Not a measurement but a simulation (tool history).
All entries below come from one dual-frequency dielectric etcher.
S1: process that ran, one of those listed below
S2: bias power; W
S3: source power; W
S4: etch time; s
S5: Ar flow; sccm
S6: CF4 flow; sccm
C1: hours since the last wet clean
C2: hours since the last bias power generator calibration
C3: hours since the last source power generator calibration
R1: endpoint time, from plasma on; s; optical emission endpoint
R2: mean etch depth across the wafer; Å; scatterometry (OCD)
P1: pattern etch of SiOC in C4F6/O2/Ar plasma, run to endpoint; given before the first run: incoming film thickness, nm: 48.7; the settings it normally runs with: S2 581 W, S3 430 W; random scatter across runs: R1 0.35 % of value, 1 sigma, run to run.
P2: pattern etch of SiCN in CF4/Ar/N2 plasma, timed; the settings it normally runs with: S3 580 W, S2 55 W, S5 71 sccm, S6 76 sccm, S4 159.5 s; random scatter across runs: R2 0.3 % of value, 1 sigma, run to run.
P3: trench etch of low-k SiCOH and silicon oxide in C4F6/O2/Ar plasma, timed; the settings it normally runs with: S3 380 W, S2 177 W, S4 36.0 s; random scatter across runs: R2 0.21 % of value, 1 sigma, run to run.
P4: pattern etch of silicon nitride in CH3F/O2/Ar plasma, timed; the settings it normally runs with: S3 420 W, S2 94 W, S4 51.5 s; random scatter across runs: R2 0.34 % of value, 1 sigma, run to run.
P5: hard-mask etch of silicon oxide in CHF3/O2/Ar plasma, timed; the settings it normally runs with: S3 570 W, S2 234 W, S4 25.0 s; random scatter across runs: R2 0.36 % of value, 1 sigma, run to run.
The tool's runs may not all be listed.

run,hour,S1,S2,S3,S4,S5,S6,C1,C2,C3,R1,R2
1,12.6,P1,581,430,,,,403.5,293.0,633.8,14.902,
2,29.0,P1,581,430,,,,419.9,309.4,650.2,14.927,
3,43.3,P1,581,430,,,,434.2,323.7,664.5,14.931,
4,57.8,P3,177,380,20.0,,,448.7,338.2,679.0,,631.71
5,77.0,P3,133,380,36.0,,,467.9,357.4,698.2,,1044.40
6,88.9,P1,746,530,,,,479.8,369.3,710.1,12.554,
7,104.5,P2,55,580,159.5,71,76,495.4,384.9,725.7,,1656.90
8,120.0,P1,581,320,,,,510.9,400.4,741.2,16.646,
9,135.3,P3,177,380,36.0,,,526.2,415.7,756.5,,1142.50
10,147.2,P3,177,260,36.0,,,538.1,427.6,768.4,,985.15
11,161.4,P5,234,710,25.0,,,552.3,441.8,782.6,,572.57
12,170.0,P4,94,420,51.5,,,560.9,450.4,791.2,,382.30
13,187.4,P1,581,430,,,,578.3,467.8,808.6,14.877,
14,198.7,P1,793,430,,,,589.6,479.1,819.9,13.211,
15,213.0,P2,55,400,159.5,71,76,603.9,493.4,834.2,,1195.20
16,227.1,P5,234,570,25.0,,,618.0,507.5,848.3,,525.10
17,236.3,P2,75,580,159.5,71,76,627.2,516.7,857.5,,1825.70
18,245.5,P2,55,580,99.5,71,76,636.4,525.9,866.7,,1030.60
19,262.5,P4,94,420,28.5,,,653.4,542.9,883.7,,212.18
20,281.2,P5,141,570,25.0,,,672.1,561.6,902.4,,441.41
21,294.3,P4,70,420,51.5,,,685.2,574.7,915.5,,346.07
22,303.9,P1,581,510,,,,694.8,584.3,925.1,14.025,
23,320.1,P4,94,280,51.5,,,711.0,600.5,941.3,,330.03
24,336.9,P2,55,580,159.5,92,76,727.8,617.3,958.1,,1593.10
25,353.1,P1,581,430,,,,744.0,633.5,974.3,14.868,
26,364.8,P5,234,570,36.0,,,755.7,645.2,986.0,,756.44
27,377.1,P4,94,420,51.5,,,768.0,657.5,998.3,,382.03
28,390.0,P1,358,430,,,,780.9,670.4,1011.2,17.812,
29,404.0,P2,55,580,159.5,71,102,794.9,684.4,1025.2,,1722.40
30,414.8,P3,177,380,36.0,,,805.7,695.2,1036.0,,1141.70
31,423.8,P1,581,430,,,,814.7,704.2,1045.0,14.996,
32,436.1,P1,581,430,,,,827.0,716.5,1057.3,14.998,
33,447.2,P1,581,430,,,,838.1,727.6,1068.4,15.164,
34,456.5,P1,581,430,,,,847.4,736.9,1077.7,15.120,
35,466.7,P1,581,430,,,,857.6,747.1,1087.9,15.089,
36,476.1,P1,581,430,,,,867.0,756.5,1097.3,15.014,
37,488.3,P1,581,430,,,,879.2,768.7,1109.5,15.209,
38,505.0,P1,581,430,,,,895.9,785.4,1126.2,15.258,
# hour 514.5: wet clean of the chamber
39,519.5,P1,581,430,,,,5.1,799.9,1140.7,15.186,
40,537.5,P1,581,430,,,,23.1,817.9,1158.7,15.155,
41,549.5,P1,581,430,,,,35.1,829.9,1170.7,15.307,
42,566.8,P1,581,430,,,,52.4,847.2,1188.0,15.224,

Something has made what P1 gives creep away from where it was; the 2 causes below, each at its own stated size, fit the log equally well:
A: source power that arrives under what is set, % = 4.63
B: bias power that arrives under what is set, % = 4.49
The gradual shift began around hour 423.8.
Ruled out, with reasons:
chamber walls in a state that lowers the etch rate, %: serviced after onset, at hour 514.5, with no recovery of the prior output

Consider the 4 single-wafer check runs listed below, results given as question marks: which one distinguishes between the causes by giving clearly different results for each?
check 1,584.1,P4,70,420,40.0,,,,,,,?
check 2,584.1,P3,177,290,27.5,,,,,,,?
check 3,584.1,P5,163,570,25.0,,,,,,,?
check 4,584.1,P2,55,580,159.5,71,99,,,,,?

If the cause were each of the candidates in turn, the checks would give the following:
check,result,if A,if B
check 1,R2,263.43,264.09
check 2,R2,770.21,773.00
check 3,R2,454.71,456.12
check 4,R2,1645.60,1694.70
Per check, the gap between the least separated pair of causes, taken in the result that splits them most: check 1 0.25 %; check 2 0.36 %; check 3 0.31 %; check 4 2.94 %
Check 4 distinguishes between the causes, while the remaining checks would return nearly the same result for all of them.

With check 4 done, the readings were: R2 1650.70 Å. Identify which of the listed causes applies.

A is the cause: source power that arrives under what is set, %.
